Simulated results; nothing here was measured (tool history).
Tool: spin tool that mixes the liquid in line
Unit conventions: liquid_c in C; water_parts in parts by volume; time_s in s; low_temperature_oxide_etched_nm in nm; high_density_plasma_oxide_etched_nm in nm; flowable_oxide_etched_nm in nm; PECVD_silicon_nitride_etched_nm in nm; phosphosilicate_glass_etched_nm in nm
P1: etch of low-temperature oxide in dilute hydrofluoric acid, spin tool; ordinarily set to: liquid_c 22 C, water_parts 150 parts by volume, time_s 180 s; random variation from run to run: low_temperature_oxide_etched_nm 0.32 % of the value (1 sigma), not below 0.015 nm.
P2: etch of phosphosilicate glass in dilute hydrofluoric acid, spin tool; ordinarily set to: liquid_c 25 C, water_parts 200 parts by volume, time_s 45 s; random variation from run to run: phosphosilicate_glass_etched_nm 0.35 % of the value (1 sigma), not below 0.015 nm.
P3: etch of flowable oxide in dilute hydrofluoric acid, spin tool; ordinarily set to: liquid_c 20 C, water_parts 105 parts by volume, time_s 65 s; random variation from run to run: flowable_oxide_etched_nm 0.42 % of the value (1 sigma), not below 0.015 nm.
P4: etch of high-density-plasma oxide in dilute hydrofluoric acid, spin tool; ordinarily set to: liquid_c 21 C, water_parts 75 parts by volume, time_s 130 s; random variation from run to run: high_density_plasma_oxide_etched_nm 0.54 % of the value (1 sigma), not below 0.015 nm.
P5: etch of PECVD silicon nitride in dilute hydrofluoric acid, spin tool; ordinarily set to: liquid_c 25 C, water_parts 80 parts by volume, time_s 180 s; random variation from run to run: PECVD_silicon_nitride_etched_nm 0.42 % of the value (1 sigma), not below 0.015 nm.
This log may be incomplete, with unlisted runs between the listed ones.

run  hour  process  liquid_c  water_parts  time_s  hours since the thermometer was replaced  hours since the hydrofluoric acid flow meter was replaced  low_temperature_oxide_etched_nm  high_density_plasma_oxide_etched_nm  flowable_oxide_etched_nm  PECVD_silicon_nitride_etched_nm  phosphosilicate_glass_etched_nm
  1   5.5       P1        22          150     180                                     874.4                                                     1217.9                           36.402
  2  10.2       P1        22          150      45                                     879.1                                                     1222.6                           9.0715
  3  14.5       P4        26           75     130                                     883.4                                                     1226.9                                                                12.171
  4  17.8       P1        22          150     180                                     886.7                                                     1230.2                           36.174
  5  21.3       P3        20          105      65                                     890.2                                                     1233.7                                                                                          22.922
  6  24.5       P3        27          105      65                                     893.4                                                     1236.9                                                                                          30.188
  7  28.7       P5        30           80     180                                     897.6                                                     1241.1                                                                                                                           18.626
  8  33.8       P1        22          150     180                                     902.7                                                     1246.2                           36.274
  9  37.4       P5        25           80     180                                     906.3                                                     1249.8                                                                                                                           13.715
 10  41.8       P1        22          150     315                                     910.7                                                     1254.2                           63.567
 11  44.5       P1        22          150     180                                     913.4                                                     1256.9                           36.355
 12  49.6       P3        20          105      20                                     918.5                                                       1262                                                                                          7.0663
 13  52.3       P4        21           75      65                                     921.2                                                     1264.7                                                                 4.982
 14  57.5       P1        22          220     180                                     926.4                                                     1269.9                            23.02
 15  61.7       P5        25           80      25                                     930.6                                                     1274.1                                                                                                                           1.9073
 16  66.5       P1        22          150     180                                     935.4                                                     1278.9                           36.413
 17  69.6       P5        25           20     180                                     938.5                                                       1282                                                                                                                           52.591
 18  72.3       P3        20          150      65                                     941.2                                                     1284.7                                                                                          15.219
 19  75.6       P2        25          200      65                                     944.5                                                       1288                                                                                                                                                            24.264

For run 20, what comes out?
 20  78.8       P1        17          230     180                                     947.7                                                     1291.2                                ?

Run 20 produced low_temperature_oxide_etched_nm 18.027 nm.
